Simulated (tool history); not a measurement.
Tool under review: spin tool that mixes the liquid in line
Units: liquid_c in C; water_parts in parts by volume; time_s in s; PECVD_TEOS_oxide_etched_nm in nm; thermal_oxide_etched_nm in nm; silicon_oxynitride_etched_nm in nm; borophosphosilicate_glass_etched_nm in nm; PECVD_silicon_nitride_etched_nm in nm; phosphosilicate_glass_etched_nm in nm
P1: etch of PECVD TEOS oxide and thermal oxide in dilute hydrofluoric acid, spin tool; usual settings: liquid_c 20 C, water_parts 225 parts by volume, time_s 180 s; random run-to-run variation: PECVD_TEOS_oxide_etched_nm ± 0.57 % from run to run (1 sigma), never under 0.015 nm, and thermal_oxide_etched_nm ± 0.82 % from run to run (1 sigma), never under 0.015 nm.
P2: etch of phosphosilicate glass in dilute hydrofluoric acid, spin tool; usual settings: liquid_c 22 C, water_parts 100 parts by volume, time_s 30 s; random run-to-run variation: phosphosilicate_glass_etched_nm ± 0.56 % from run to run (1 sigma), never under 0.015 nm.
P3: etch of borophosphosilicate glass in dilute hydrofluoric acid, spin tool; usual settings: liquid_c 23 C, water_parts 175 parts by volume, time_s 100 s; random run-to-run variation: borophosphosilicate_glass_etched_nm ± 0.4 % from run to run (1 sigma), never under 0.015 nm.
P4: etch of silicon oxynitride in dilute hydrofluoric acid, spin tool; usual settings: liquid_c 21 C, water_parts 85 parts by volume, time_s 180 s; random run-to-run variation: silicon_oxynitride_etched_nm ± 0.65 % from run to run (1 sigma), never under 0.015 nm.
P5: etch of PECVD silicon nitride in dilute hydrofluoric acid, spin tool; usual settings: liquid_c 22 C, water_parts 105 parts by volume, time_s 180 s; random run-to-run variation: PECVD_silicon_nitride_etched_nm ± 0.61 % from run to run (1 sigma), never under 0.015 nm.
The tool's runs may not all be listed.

run	hour	process	liquid_c	water_parts	time_s	PECVD_TEOS_oxide_etched_nm	thermal_oxide_etched_nm	silicon_oxynitride_etched_nm	borophosphosilicate_glass_etched_nm	PECVD_silicon_nitride_etched_nm	phosphosilicate_glass_etched_nm
1	6.5	P1	20	225	180	9.76	2.8435				
2	16.7	P4	21	85	275			4.7255			
3	30.9	P3	23	175	15				2.8199		
4	42.7	P5	17	105	180					2.6231	
5	53.8	P4	21	85	180			3.1583			
6	64	P1	20	225	320	17.257	5.0038				
7	72.1	P3	18.5	175	100				15.775		
8	79	P5	22	105	180					3.6494	
9	89.9	P1	17	225	180	8.575	2.5404				
10	98.3	P1	20	225	180	9.6795	2.8119				
11	106.1	P1	17	225	315	15.267	4.429				
12	118.5	P1	28	225	180	13.116	3.7969				
13	131.1	P1	20	225	180	9.7805	2.8691				
14	138.8	P1	20	225	15	0.81393	0.23993				
15	149	P1	24.5	225	325	20.863	6.0399				
16	158.5	P1	20	225	180	9.7176	2.8287				
17	165.8	P2	22	100	30						29.365
18	179.1	P4	21	85	180			3.096			
19	188.5	P5	22	25	180					14.936	
20	195.2	P4	29	85	180			4.5233			
21	206.6	P4	21	140	180			1.8246			
22	213.1	P1	20	135	180	17.731	5.2164				
23	224.4	P2	28.5	100	30						38.013

Expected results for the next run?
24	236	P2	22	35	30						?

{"run 24": {"phosphosilicate_glass_etched_nm": 90.885}}
